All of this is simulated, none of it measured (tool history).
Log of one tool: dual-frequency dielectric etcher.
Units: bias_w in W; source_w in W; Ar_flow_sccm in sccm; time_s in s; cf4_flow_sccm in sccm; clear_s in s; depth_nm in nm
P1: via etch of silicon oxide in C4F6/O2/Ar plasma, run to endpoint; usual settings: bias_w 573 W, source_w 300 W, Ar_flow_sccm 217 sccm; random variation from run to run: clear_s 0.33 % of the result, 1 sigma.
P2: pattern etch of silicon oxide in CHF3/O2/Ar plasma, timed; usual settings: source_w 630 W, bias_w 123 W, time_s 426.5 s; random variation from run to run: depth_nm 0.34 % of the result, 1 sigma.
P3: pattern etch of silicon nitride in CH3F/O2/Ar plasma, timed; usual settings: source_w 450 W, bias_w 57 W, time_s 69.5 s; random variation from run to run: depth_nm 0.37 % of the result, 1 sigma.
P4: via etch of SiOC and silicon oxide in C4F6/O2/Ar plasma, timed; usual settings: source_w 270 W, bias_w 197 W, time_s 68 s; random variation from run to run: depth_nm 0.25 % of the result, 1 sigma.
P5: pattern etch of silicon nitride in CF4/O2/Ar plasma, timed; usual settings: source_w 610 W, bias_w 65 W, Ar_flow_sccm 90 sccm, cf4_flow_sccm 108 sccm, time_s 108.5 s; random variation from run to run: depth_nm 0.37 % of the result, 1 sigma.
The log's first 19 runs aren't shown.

run	hour	process	bias_w	source_w	Ar_flow_sccm	time_s	cf4_flow_sccm	hours since the last wet clean	hours since the last bias power generator calibration	hours since the last source power generator calibration	hours since the last Ar flow controller change	clear_s	depth_nm
20	94.2	P1	573	170	217			572.3	58.6	537.4	2609.3	26.702	
21	98	P1	573	430	217			576.1	62.4	541.2	2613.1	19.023	
22	102.9	P1	674	300	257			581	67.3	546.1	2618	20.756	
23	108.1	P1	573	300	280			586.2	72.5	551.3	2623.2	22.271	
24	113.2	P2	123	850		426.5		591.3	77.6	556.4	2628.3		818.79
25	117.6	P1	691	190	217			595.7	82	560.8	2632.7	23.637	
26	122.8	P1	787	300	297			600.9	87.2	566	2637.9	19.752	
27	126	P2	123	630		603.5		604.1	90.4	569.2	2641.1		1031.6
28	132.8	P3	57	450		69.5		610.9	97.2	576	2647.9		46.564
29	137.4	P4	197	270		68		615.5	101.8	580.6	2652.5		67.564
30	144.1	P1	573	300	217			622.2	108.5	587.3	2659.2	21.703	
31	148.3	P5	65	610	90	108.5	108	626.4	112.7	591.5	2663.4		280.83
32	154.6	P4	197	270		45		632.7	119	597.8	2669.7		44.97
33	158.6	P1	573	300	217			636.7	123	601.8	2673.7	21.753	
34	164.2	P1	573	300	217			642.3	128.6	607.4	2679.3	21.627	
35	168.1	P1	573	300	217			646.2	132.5	611.3	2683.2	21.689	
36	174.6	P1	573	300	217			652.7	139	617.8	2689.7	21.448	
37	180.9	P1	573	300	217			659	145.3	624.1	2696	21.552	
38	186.6	P1	573	300	217			664.7	151	629.8	2701.7	21.336	
# hour 188.6: Ar flow controller replaced
39	192.7	P1	573	300	217			670.8	157.1	635.9	4.1	21.458	

Run 40 comes next. What will it give?
40	198.3	P1	573	300	217			676.4	162.7	641.5	9.7	?	

{"run 40": {"clear_s": 21.403}}
